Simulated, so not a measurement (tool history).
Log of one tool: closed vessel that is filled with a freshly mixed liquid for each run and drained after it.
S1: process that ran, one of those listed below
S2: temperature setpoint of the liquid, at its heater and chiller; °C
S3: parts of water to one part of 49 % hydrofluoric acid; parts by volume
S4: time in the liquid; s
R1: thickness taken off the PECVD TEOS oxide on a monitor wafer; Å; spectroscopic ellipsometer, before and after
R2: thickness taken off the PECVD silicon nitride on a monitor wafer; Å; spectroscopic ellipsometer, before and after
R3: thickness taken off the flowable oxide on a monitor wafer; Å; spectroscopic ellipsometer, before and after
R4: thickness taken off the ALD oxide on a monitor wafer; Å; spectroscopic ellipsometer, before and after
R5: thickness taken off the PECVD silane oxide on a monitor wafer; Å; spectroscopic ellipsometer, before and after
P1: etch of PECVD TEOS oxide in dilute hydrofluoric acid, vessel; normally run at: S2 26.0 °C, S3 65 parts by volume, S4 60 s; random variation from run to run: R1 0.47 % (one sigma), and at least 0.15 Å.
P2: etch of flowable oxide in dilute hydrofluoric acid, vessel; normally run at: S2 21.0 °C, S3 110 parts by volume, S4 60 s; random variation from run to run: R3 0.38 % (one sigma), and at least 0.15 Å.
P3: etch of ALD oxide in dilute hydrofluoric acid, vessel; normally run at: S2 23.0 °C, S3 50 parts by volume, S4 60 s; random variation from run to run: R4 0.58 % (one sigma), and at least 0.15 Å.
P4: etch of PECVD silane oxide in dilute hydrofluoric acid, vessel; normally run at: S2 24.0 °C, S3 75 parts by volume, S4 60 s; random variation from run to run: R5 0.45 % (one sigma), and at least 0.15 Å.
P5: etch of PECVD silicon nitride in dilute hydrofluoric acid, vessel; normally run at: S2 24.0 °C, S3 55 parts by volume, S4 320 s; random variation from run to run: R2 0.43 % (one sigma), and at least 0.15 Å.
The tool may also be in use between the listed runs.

run   hour  S1    S2   S3   S4      R1      R2       R3      R4      R5
  1    7.9  P1  26.0   65   60  149.45
  2   16.7  P1  30.5   65   60  177.36
  3   21.5  P5  28.0   55  320          402.59
  4   27.8  P2  21.0  110   30                   79.490
  5   34.3  P1  32.0   65   90  282.21
  6   41.1  P3  23.0   20   60                           961.12
  7   46.2  P5  24.0   55  320          307.11
  8   56.0  P4  24.0   75  110                                   239.97
  9   63.7  P2  21.0  110   60                  158.190
 10   68.5  P5  24.0   20  320          825.55
 11   78.0  P1  26.0   90   60  105.03
 12   84.9  P3  23.0   50   90                           554.10
 13   93.8  P2  21.0  110   60                  158.530
 14  102.9  P4  24.0   75   60                                   130.44
 15  110.4  P1  26.0   65   30   73.92
 16  115.3  P1  20.5   65   60  119.99
     123.2  -- hydrofluoric acid flow meter replaced
 17  124.9  P1  26.0   65   60  148.70
 18  133.4  P2  21.0  175   60                   93.155
 19  141.3  P4  24.0   75   60                                   131.60
 20  146.1  P5  24.0   55  165          157.94
 21  154.2  P4  24.0   35   60                                   294.16
 22  164.2  P1  26.0   65   60  148.22
 23  172.2  P1  26.0   25   60  411.13
 24  177.3  P1  30.5  100   60  108.65
 25  186.3  P3  31.0   50   60                           518.00
 26  194.9  P2  27.5  110   60                  203.480
 27  200.3  P1  26.0   65   60  147.80
 28  205.6  P4  29.5   75   60                                   161.85
 29  215.6  P1  26.0   65   60  148.30
 30  220.3  P1  34.0  105   60  118.14
 31  227.1  P3  23.0   50   60                           373.73
 32  234.9  P1  26.0   65   95  236.91
 33  240.9  P1  26.0   65   60  147.15
 34  246.2  P1  26.0   65   60  151.49
 35  252.9  P1  26.0   65   60  156.76
 36  258.6  P1  26.0   65   60  158.45
 37  264.2  P1  26.0   65   60  157.35
 38  272.6  P1  26.0   65   60  159.41
 39  277.7  P1  26.0   65   60  160.88
 40  284.7  P1  26.0   65   60  162.57
 41  290.9  P1  26.0   65   60  161.04
 42  296.4  P1  26.0   65   60  161.74

What P1 gives has crept away from where it was. These 2 causes fit the log equally well, each at the size given:
A: liquid hotter than its thermometer reads (K) = 2.16
B: hydrofluoric acid flow above the setpoint (%) = 8.18
The creep began at about hour 240.9.

4 check runs are offered, one wafer each, their results left as question marks. Which one tells the causes apart?
check 1  301.9  P5  24.0   55  320       ?
check 2  301.9  P4  24.0   75   60                   ?
check 3  301.9  P2  21.0  110   60           ?
check 4  301.9  P3  23.0   50   60               ?

What each check would give under each cause:
  check  result     if A     if B
check 1      R2   355.42   332.35
check 2      R5   142.56   142.49
check 3      R3  172.860  173.140
check 4      R4   406.09   403.93
How far apart the two closest causes lie, in the result that separates them most: check 1 6.71 %; check 2 0.05 %; check 3 0.16 %; check 4 0.53 %
Check 1 tells the causes apart: in the others they would give nearly the same result.

Then check 1 was run and gave: R2 355.64 Å. Which cause is it?

It is A: liquid hotter than its thermometer reads (K).

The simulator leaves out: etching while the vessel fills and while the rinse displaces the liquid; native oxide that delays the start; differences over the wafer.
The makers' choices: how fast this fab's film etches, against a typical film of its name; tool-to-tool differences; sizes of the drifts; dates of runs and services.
